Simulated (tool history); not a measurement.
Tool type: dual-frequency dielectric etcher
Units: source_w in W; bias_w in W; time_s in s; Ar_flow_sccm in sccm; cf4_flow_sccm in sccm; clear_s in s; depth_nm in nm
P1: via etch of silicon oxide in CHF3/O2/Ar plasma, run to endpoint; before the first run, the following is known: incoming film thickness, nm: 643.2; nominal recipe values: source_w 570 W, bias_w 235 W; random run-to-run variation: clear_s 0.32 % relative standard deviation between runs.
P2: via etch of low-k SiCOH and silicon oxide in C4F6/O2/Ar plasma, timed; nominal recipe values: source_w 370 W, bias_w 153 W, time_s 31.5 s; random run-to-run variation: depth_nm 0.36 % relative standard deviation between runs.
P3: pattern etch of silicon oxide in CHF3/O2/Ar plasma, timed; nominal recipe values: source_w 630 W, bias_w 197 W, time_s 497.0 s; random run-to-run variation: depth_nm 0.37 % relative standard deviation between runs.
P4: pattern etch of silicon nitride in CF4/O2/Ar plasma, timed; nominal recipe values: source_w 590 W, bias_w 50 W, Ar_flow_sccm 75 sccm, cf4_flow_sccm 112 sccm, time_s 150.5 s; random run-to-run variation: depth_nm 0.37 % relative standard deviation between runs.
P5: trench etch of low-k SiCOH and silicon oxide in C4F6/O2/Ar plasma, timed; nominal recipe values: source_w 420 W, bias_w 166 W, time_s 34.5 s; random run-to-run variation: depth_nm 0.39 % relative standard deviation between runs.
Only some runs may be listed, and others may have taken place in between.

{"run": 1, "hour": 4.5, "process": "P1", "source_w": 570, "bias_w": 235, "clear_s": 299.65}
{"run": 2, "hour": 10.1, "process": "P1", "source_w": 570, "bias_w": 235, "clear_s": 299.02}
{"run": 3, "hour": 15.5, "process": "P5", "source_w": 420, "bias_w": 166, "time_s": 19.0, "depth_nm": 59.574}
{"run": 4, "hour": 21.6, "process": "P5", "source_w": 420, "bias_w": 166, "time_s": 34.5, "depth_nm": 107.67}
{"run": 5, "hour": 27.1, "process": "P3", "source_w": 630, "bias_w": 197, "time_s": 497.0, "depth_nm": 1044.9}
{"run": 6, "hour": 31.6, "process": "P1", "source_w": 570, "bias_w": 235, "clear_s": 301.28}
{"run": 7, "hour": 37.6, "process": "P2", "source_w": 370, "bias_w": 153, "time_s": 31.5, "depth_nm": 68.741}
{"run": 8, "hour": 42.8, "process": "P3", "source_w": 630, "bias_w": 156, "time_s": 497.0, "depth_nm": 964.89}
{"run": 9, "hour": 49.2, "process": "P1", "source_w": 390, "bias_w": 235, "clear_s": 346.09}
{"run": 10, "hour": 55.1, "process": "P1", "source_w": 570, "bias_w": 185, "clear_s": 326.94}
{"run": 11, "hour": 59.9, "process": "P5", "source_w": 510, "bias_w": 166, "time_s": 34.5, "depth_nm": 116.44}
{"run": 12, "hour": 66.9, "process": "P4", "source_w": 590, "bias_w": 50, "time_s": 150.5, "Ar_flow_sccm": 75, "cf4_flow_sccm": 112, "depth_nm": 345.29}
{"run": 13, "hour": 70.2, "process": "P2", "source_w": 370, "bias_w": 189, "time_s": 31.5, "depth_nm": 73.957}
{"run": 14, "hour": 77.1, "process": "P1", "source_w": 570, "bias_w": 297, "clear_s": 276.43}
{"run": 15, "hour": 82.7, "process": "P3", "source_w": 460, "bias_w": 197, "time_s": 497.0, "depth_nm": 924.49}
{"run": 16, "hour": 86.1, "process": "P4", "source_w": 370, "bias_w": 50, "time_s": 150.5, "Ar_flow_sccm": 75, "cf4_flow_sccm": 112, "depth_nm": 230.32}
{"hour": 89.5, "done": "wet clean of the chamber"}
{"run": 17, "hour": 92.9, "process": "P4", "source_w": 590, "bias_w": 50, "time_s": 103.5, "Ar_flow_sccm": 75, "cf4_flow_sccm": 112, "depth_nm": 238.4}
{"run": 18, "hour": 98.5, "process": "P3", "source_w": 630, "bias_w": 197, "time_s": 323.5, "depth_nm": 683.11}
{"run": 19, "hour": 103.3, "process": "P4", "source_w": 590, "bias_w": 50, "time_s": 150.5, "Ar_flow_sccm": 100, "cf4_flow_sccm": 112, "depth_nm": 335.64}
{"run": 20, "hour": 108.9, "process": "P4", "source_w": 590, "bias_w": 50, "time_s": 150.5, "Ar_flow_sccm": 75, "cf4_flow_sccm": 112, "depth_nm": 345.15}
{"run": 21, "hour": 115.1, "process": "P5", "source_w": 420, "bias_w": 106, "time_s": 34.5, "depth_nm": 94.08}
{"run": 22, "hour": 119.0, "process": "P1", "source_w": 570, "bias_w": 235, "clear_s": 300.74}
{"run": 23, "hour": 124.3, "process": "P1", "source_w": 480, "bias_w": 163, "clear_s": 364.2}
{"run": 24, "hour": 128.7, "process": "P4", "source_w": 590, "bias_w": 63, "time_s": 150.5, "Ar_flow_sccm": 75, "cf4_flow_sccm": 112, "depth_nm": 379.66}
{"run": 25, "hour": 135.6, "process": "P1", "source_w": 710, "bias_w": 235, "clear_s": 276.51}
{"run": 26, "hour": 140.2, "process": "P4", "source_w": 590, "bias_w": 50, "time_s": 150.5, "Ar_flow_sccm": 75, "cf4_flow_sccm": 135, "depth_nm": 351.8}
{"run": 27, "hour": 143.9, "process": "P2", "source_w": 370, "bias_w": 153, "time_s": 47.5, "depth_nm": 103.9}
{"run": 28, "hour": 148.5, "process": "P1", "source_w": 570, "bias_w": 235, "clear_s": 301.48}
{"run": 29, "hour": 154.2, "process": "P3", "source_w": 630, "bias_w": 197, "time_s": 497.0, "depth_nm": 1051.2}
{"run": 30, "hour": 159.5, "process": "P2", "source_w": 450, "bias_w": 153, "time_s": 31.5, "depth_nm": 74.362}
{"run": 31, "hour": 162.9, "process": "P1", "source_w": 570, "bias_w": 235, "clear_s": 298.84}
{"run": 32, "hour": 168.4, "process": "P1", "source_w": 570, "bias_w": 235, "clear_s": 302.13}
{"run": 33, "hour": 174.0, "process": "P1", "source_w": 570, "bias_w": 235, "clear_s": 303.88}

The next listed run, before its measurement:
{"run": 34, "hour": 179.3, "process": "P1", "source_w": 570, "bias_w": 235, "clear_s": "?"}

clear_s: 304.54 s
